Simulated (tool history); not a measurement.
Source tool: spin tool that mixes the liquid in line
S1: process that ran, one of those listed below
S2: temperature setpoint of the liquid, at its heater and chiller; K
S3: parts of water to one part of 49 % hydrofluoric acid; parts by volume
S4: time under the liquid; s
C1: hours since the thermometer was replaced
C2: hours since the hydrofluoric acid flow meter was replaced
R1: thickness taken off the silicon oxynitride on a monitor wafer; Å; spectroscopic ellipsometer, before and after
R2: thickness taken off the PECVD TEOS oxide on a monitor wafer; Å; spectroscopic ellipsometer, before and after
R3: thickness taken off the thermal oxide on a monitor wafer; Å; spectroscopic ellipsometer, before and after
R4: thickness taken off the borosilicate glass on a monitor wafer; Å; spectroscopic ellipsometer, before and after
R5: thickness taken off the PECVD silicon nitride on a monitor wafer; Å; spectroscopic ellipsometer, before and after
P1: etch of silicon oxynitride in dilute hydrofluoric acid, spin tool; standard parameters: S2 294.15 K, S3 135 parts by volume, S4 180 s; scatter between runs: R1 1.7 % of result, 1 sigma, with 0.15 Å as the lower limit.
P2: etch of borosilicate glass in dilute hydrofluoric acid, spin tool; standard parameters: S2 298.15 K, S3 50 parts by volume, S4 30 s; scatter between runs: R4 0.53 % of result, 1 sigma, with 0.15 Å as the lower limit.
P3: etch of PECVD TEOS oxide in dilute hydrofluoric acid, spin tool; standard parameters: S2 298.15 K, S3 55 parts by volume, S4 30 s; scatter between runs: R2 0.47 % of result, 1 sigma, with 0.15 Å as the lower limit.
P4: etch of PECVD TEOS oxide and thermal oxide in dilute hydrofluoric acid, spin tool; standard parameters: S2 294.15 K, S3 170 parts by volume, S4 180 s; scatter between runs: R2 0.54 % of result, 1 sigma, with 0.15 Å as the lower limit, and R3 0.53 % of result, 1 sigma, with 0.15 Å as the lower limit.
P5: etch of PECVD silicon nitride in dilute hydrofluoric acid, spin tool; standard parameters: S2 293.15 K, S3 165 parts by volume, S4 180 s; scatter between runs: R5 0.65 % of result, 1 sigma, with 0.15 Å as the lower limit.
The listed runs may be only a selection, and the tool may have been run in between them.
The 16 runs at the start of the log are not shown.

run 17 hour=60.9 | S1=P5 S2=293.15 S3=165 S4=180 | C1=2223.1 C2=1387.3 | R5=39.690
run 18 hour=63.3 | S1=P1 S2=294.15 S3=135 S4=180 | C1=2225.5 C2=1389.7 | R1=16.0490
-- hour=67.2 hydrofluoric acid flow meter replaced
run 19 hour=67.6 | S1=P1 S2=294.15 S3=135 S4=345 | C1=2229.8 C2=0.5 | R1=30.5980
run 20 hour=71.4 | S1=P1 S2=294.15 S3=135 S4=90 | C1=2233.6 C2=4.3 | R1=7.9972
run 21 hour=74.8 | S1=P1 S2=301.65 S3=135 S4=180 | C1=2237.0 C2=7.7 | R1=23.6960
run 22 hour=79.2 | S1=P3 S2=298.15 S3=55 S4=30 | C1=2241.4 C2=12.1 | R2=70.7510
run 23 hour=82.1 | S1=P1 S2=294.15 S3=235 S4=180 | C1=2244.3 C2=15.0 | R1=8.5358
run 24 hour=84.3 | S1=P4 S2=294.15 S3=170 S4=180 | C1=2246.5 C2=17.2 | R2=101.6100 R3=40.4750
run 25 hour=86.5 | S1=P2 S2=298.15 S3=30 S4=30 | C1=2248.7 C2=19.4 | R4=276.01
run 26 hour=90.0 | S1=P2 S2=298.15 S3=50 S4=50 | C1=2252.2 C2=22.9 | R4=267.25
run 27 hour=94.4 | S1=P5 S2=293.15 S3=165 S4=310 | C1=2256.6 C2=27.3 | R5=68.623
run 28 hour=98.5 | S1=P1 S2=294.15 S3=135 S4=180 | C1=2260.7 C2=31.4 | R1=16.6900
run 29 hour=102.0 | S1=P2 S2=303.15 S3=50 S4=30 | C1=2264.2 C2=34.9 | R4=196.80
run 30 hour=104.5 | S1=P1 S2=294.15 S3=135 S4=180 | C1=2266.7 C2=37.4 | R1=15.7990
run 31 hour=107.4 | S1=P2 S2=298.15 S3=50 S4=30 | C1=2269.6 C2=40.3 | R4=162.57
run 32 hour=111.2 | S1=P5 S2=293.15 S3=40 S4=180 | C1=2273.4 C2=44.1 | R5=158.660
run 33 hour=115.1 | S1=P1 S2=294.15 S3=135 S4=180 | C1=2277.3 C2=48.0 | R1=16.0680
run 34 hour=117.9 | S1=P1 S2=294.15 S3=135 S4=180 | C1=2280.1 C2=50.8 | R1=15.8600
run 35 hour=121.9 | S1=P1 S2=294.15 S3=135 S4=180 | C1=2284.1 C2=54.8 | R1=15.4790
run 36 hour=124.5 | S1=P1 S2=294.15 S3=135 S4=180 | C1=2286.7 C2=57.4 | R1=14.3450
run 37 hour=128.1 | S1=P1 S2=294.15 S3=135 S4=180 | C1=2290.3 C2=61.0 | R1=14.6320
run 38 hour=130.7 | S1=P1 S2=294.15 S3=135 S4=180 | C1=2292.9 C2=63.6 | R1=14.4380
run 39 hour=133.4 | S1=P1 S2=294.15 S3=135 S4=180 | C1=2295.6 C2=66.3 | R1=14.5110

For run 40, what comes out?
run 40 hour=137.4 | S1=P1 S2=294.15 S3=135 S4=180 | C1=2299.6 C2=70.3 | R1=?

{"run 40": {"R1": 14.465}}
